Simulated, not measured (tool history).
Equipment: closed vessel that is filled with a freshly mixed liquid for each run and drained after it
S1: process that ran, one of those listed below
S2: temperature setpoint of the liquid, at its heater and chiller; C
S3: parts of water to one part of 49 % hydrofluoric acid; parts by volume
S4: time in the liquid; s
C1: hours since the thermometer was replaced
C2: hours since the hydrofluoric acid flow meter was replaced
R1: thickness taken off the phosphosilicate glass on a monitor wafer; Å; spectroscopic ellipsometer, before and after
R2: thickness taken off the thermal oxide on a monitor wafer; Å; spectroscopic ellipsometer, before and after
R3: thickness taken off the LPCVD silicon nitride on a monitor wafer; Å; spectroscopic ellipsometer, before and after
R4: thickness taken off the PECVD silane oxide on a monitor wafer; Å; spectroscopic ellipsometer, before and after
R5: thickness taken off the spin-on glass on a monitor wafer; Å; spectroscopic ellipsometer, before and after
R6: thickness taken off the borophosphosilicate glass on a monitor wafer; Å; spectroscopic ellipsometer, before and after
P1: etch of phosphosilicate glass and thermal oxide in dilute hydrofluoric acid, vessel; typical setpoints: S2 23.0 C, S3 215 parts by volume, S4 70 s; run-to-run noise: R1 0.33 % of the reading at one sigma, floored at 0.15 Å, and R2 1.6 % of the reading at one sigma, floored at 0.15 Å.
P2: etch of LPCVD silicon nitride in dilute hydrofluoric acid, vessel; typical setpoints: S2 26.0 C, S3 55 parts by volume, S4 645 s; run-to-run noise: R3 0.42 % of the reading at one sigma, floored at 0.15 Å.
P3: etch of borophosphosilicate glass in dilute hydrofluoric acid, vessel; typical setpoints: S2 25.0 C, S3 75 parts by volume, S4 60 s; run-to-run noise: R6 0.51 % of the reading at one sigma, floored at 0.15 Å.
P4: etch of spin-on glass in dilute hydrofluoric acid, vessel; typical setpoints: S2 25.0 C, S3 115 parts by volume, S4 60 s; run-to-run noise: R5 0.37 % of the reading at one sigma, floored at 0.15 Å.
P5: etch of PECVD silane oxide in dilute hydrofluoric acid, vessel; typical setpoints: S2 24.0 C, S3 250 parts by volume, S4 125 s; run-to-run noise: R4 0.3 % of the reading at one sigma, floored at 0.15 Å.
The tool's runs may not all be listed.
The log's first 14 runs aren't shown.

run	hour	S1	S2	S3	S4	C1	C2	R1	R2	R3	R4	R5	R6
15	158.6	P2	18.0	55	645	369.2	1670.4			41.2030			
16	166.3	P1	29.0	215	110	376.9	1678.1	431.26	24.7560				
17	176.6	P5	24.0	250	125	387.2	1688.4				136.450		
18	187.9	P4	25.0	115	60	398.5	1699.7					140.820	
19	193.9	P1	23.0	300	70	404.5	1705.7	144.90	8.1682				
20	200.6	P1	23.0	215	70	411.2	1712.4	219.15	12.5910				
21	212.9	P2	26.0	55	645	423.5	1724.7			71.6460			
22	220.3	P1	23.0	215	130	430.9	1732.1	408.77	23.7220				
23	232.8	P3	25.0	75	60	443.4	1744.6						361.61
24	240.4	P1	29.0	215	70	451.0	1752.2	273.67	15.7400				
25	248.9	P4	25.0	115	60	459.5	1760.7					141.040	
26	260.8	P3	33.0	75	60	471.4	1772.6						494.46
27	268.0	P4	25.0	215	60	478.6	1779.8					67.364	
# hour 274.6: hydrofluoric acid flow meter replaced
28	280.2	P5	24.0	250	35	490.8	5.6				38.443		
29	293.4	P1	23.0	100	70	504.0	18.8	539.70	30.6170				

For run 30, what comes out?
30	304.2	P5	24.0	365	125	514.8	29.6				?		

{"run 30": {"R4": 83.702}}
